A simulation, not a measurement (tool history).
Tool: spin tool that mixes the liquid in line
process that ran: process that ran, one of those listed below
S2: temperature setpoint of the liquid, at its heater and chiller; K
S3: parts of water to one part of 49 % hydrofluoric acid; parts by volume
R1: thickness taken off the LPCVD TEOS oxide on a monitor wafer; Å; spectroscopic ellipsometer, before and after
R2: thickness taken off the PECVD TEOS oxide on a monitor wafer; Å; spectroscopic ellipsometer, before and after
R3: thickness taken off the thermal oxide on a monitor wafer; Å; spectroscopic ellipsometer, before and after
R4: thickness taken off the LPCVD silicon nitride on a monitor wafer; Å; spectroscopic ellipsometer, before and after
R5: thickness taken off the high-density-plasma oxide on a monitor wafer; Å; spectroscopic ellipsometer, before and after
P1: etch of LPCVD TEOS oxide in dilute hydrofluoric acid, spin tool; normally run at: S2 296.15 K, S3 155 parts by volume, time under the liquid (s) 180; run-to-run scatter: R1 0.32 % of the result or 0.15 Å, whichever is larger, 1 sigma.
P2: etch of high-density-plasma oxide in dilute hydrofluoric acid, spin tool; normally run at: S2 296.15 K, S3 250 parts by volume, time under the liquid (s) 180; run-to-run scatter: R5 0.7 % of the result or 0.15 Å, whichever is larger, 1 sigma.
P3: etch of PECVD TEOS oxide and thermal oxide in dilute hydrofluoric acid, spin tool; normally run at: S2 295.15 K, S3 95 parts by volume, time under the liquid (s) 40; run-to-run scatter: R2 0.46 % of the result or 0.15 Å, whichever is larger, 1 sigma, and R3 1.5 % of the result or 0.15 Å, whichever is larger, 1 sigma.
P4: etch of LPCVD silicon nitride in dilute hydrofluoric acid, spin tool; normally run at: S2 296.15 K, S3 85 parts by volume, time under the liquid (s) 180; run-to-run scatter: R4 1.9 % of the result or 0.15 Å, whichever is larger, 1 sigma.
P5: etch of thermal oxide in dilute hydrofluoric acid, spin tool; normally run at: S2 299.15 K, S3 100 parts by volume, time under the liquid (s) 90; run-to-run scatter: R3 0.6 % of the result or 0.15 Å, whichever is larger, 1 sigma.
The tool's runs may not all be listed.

Run 1, day 0.533: process that ran P1, S2 296.15 K, S3 155 parts by volume, time under the liquid (s) 180. Result: R1 210.720 Å.
Run 2, day 0.846: process that ran P3, S2 295.15 K, S3 95 parts by volume, time under the liquid (s) 40. Result: R2 72.025 Å, R3 18.6340 Å.
Run 3, day 1.358: process that ran P5, S2 299.15 K, S3 140 parts by volume, time under the liquid (s) 90. Result: R3 32.1950 Å.
Run 4, day 1.829: process that ran P1, S2 296.15 K, S3 75 parts by volume, time under the liquid (s) 65. Result: R1 171.380 Å.
Run 5, day 2.192: process that ran P1, S2 304.15 K, S3 155 parts by volume, time under the liquid (s) 180. Result: R1 282.270 Å.
Run 6, day 2.721: process that ran P3, S2 302.65 K, S3 95 parts by volume, time under the liquid (s) 40. Result: R2 96.874 Å, R3 25.5900 Å.
Run 7, day 3.100: process that ran P1, S2 296.15 K, S3 155 parts by volume, time under the liquid (s) 180. Result: R1 210.030 Å.
Run 8, day 3.700: process that ran P1, S2 296.15 K, S3 155 parts by volume, time under the liquid (s) 290. Result: R1 339.010 Å.
Run 9, day 4.242: process that ran P1, S2 296.15 K, S3 155 parts by volume, time under the liquid (s) 180. Result: R1 208.230 Å.
Run 10, day 4.575: process that ran P4, S2 296.15 K, S3 85 parts by volume, time under the liquid (s) 180. Result: R4 11.1450 Å.
Run 11, day 5.096: process that ran P1, S2 296.15 K, S3 215 parts by volume, time under the liquid (s) 180. Result: R1 142.530 Å.
Run 12, day 5.621: process that ran P4, S2 296.15 K, S3 85 parts by volume, time under the liquid (s) 30. Result: R4 1.7392 Å.
Run 13, day 5.929: process that ran P1, S2 296.15 K, S3 155 parts by volume, time under the liquid (s) 180. Result: R1 210.690 Å.
Run 14, day 6.408: process that ran P1, S2 296.15 K, S3 155 parts by volume, time under the liquid (s) 30. Result: R1 34.694 Å.
Run 15, day 6.729: process that ran P1, S2 296.15 K, S3 155 parts by volume, time under the liquid (s) 180. Result: R1 209.550 Å.
Run 16, day 7.350: process that ran P3, S2 295.15 K, S3 175 parts by volume, time under the liquid (s) 40. Result: R2 36.335 Å, R3 9.4715 Å.
Run 17, day 7.621: process that ran P5, S2 299.15 K, S3 100 parts by volume, time under the liquid (s) 90. Result: R3 47.0270 Å.
Run 18, day 8.175: process that ran P5, S2 299.15 K, S3 100 parts by volume, time under the liquid (s) 15. Result: R3 7.4972 Å.
Run 19, day 8.712: process that ran P2, S2 296.15 K, S3 250 parts by volume, time under the liquid (s) 15. Result: R5 2.4177 Å.
Run 20, day 9.254: process that ran P4, S2 303.15 K, S3 85 parts by volume, time under the liquid (s) 180. Result: R4 17.0630 Å.
Run 21, day 9.583: process that ran P3, S2 295.15 K, S3 95 parts by volume, time under the liquid (s) 80. Result: R2 145.270 Å, R3 38.1150 Å.
Run 22, day 10.038: process that ran P2, S2 296.15 K, S3 250 parts by volume, time under the liquid (s) 180. Result: R5 29.8640 Å.
Run 23, day 10.417: process that ran P1, S2 296.15 K, S3 90 parts by volume, time under the liquid (s) 180. Result: R1 390.940 Å.
Run 24, day 10.838: process that ran P1, S2 296.15 K, S3 155 parts by volume, time under the liquid (s) 180. Result: R1 208.530 Å.
Run 25, day 11.129: process that ran P2, S2 296.15 K, S3 250 parts by volume, time under the liquid (s) 180. Result: R5 30.0580 Å.
Run 26, day 11.404: process that ran P5, S2 295.15 K, S3 100 parts by volume, time under the liquid (s) 90. Result: R3 40.4570 Å.
Run 27, day 11.967: process that ran P2, S2 290.15 K, S3 250 parts by volume, time under the liquid (s) 180. Result: R5 24.1710 Å.
Run 28, day 12.417: process that ran P1, S2 290.15 K, S3 155 parts by volume, time under the liquid (s) 180. Result: R1 164.100 Å.
Run 29, day 13.008: process that ran P2, S2 296.15 K, S3 115 parts by volume, time under the liquid (s) 180. Result: R5 75.4570 Å.
Run 30, day 13.433: process that ran P4, S2 296.15 K, S3 25 parts by volume, time under the liquid (s) 180. Result: R4 37.2500 Å.
Run 31, day 13.717: process that ran P5, S2 299.15 K, S3 100 parts by volume, time under the liquid (s) 90. Result: R3 47.2480 Å.
Run 32, day 13.996: process that ran P1, S2 296.15 K, S3 155 parts by volume, time under the liquid (s) 180. Result: R1 211.460 Å.
Run 33, day 14.325: process that ran P1, S2 296.15 K, S3 155 parts by volume, time under the liquid (s) 180. Result: R1 214.430 Å.
Run 34, day 14.942: process that ran P1, S2 296.15 K, S3 155 parts by volume, time under the liquid (s) 180. Result: R1 219.000 Å.
Run 35, day 15.288: process that ran P1, S2 296.15 K, S3 155 parts by volume, time under the liquid (s) 180. Result: R1 220.150 Å.
Run 36, day 15.838: process that ran P1, S2 296.15 K, S3 155 parts by volume, time under the liquid (s) 180. Result: R1 222.580 Å.
Run 37, day 16.238: process that ran P1, S2 296.15 K, S3 155 parts by volume, time under the liquid (s) 180. Result: R1 224.560 Å.
Run 38, day 16.708: process that ran P1, S2 296.15 K, S3 155 parts by volume, time under the liquid (s) 180. Result: R1 225.610 Å.
Run 39, day 17.112: process that ran P1, S2 296.15 K, S3 155 parts by volume, time under the liquid (s) 180. Result: R1 226.710 Å.
Run 40, day 17.704: process that ran P1, S2 296.15 K, S3 155 parts by volume, time under the liquid (s) 180. Result: R1 227.230 Å.
Run 41, day 18.125: process that ran P1, S2 296.15 K, S3 155 parts by volume, time under the liquid (s) 180. Result: R1 226.670 Å.
Run 42, day 18.738: process that ran P1, S2 296.15 K, S3 155 parts by volume, time under the liquid (s) 180. Result: R1 227.530 Å.
Run 43, day 19.171: process that ran P1, S2 296.15 K, S3 155 parts by volume, time under the liquid (s) 180. Result: R1 228.090 Å.

What P1 gives has crept away from where it was. These 2 causes fit the log equally well, each at the size given:
A: liquid hotter than its thermometer reads (K) = 2.17
B: hydrofluoric acid flow above the setpoint (%) = 7.3
The creep began at about day 13.996.

4 check runs are offered, each on 5 wafers whose results are averaged, their results left as question marks. Which one tells the causes apart?
Run check 1, day 19.604: process that ran P3, S2 298.15 K, S3 150 parts by volume, time under the liquid (s) 40. Result: R2 ?, R3 ?.
Run check 2, day 19.604: process that ran P5, S2 295.65 K, S3 100 parts by volume, time under the liquid (s) 35. Result: R3 ?.
Run check 3, day 19.604: process that ran P2, S2 292.15 K, S3 250 parts by volume, time under the liquid (s) 180. Result: R5 ?.
Run check 4, day 19.604: process that ran P4, S2 296.15 K, S3 35 parts by volume, time under the liquid (s) 60. Result: R4 ?.

What each check would give under each cause:
  check  result     if A     if B
check 1      R2   52.375   52.444
check 1      R3  13.9500  13.9680
check 2      R3  17.4540  17.3190
check 3      R5  28.0460  28.1800
check 4      R4  10.0650   9.2994
How far apart the two closest causes lie, in the result that separates them most: check 1 0.13 %; check 2 0.78 %; check 3 0.48 %; check 4 7.91 %
Check 4 tells the causes apart: in the others they would give nearly the same result.

Then check 4 was run and gave: R4 9.3421 Å. Which cause is it?

It is B: hydrofluoric acid flow above the setpoint (%).

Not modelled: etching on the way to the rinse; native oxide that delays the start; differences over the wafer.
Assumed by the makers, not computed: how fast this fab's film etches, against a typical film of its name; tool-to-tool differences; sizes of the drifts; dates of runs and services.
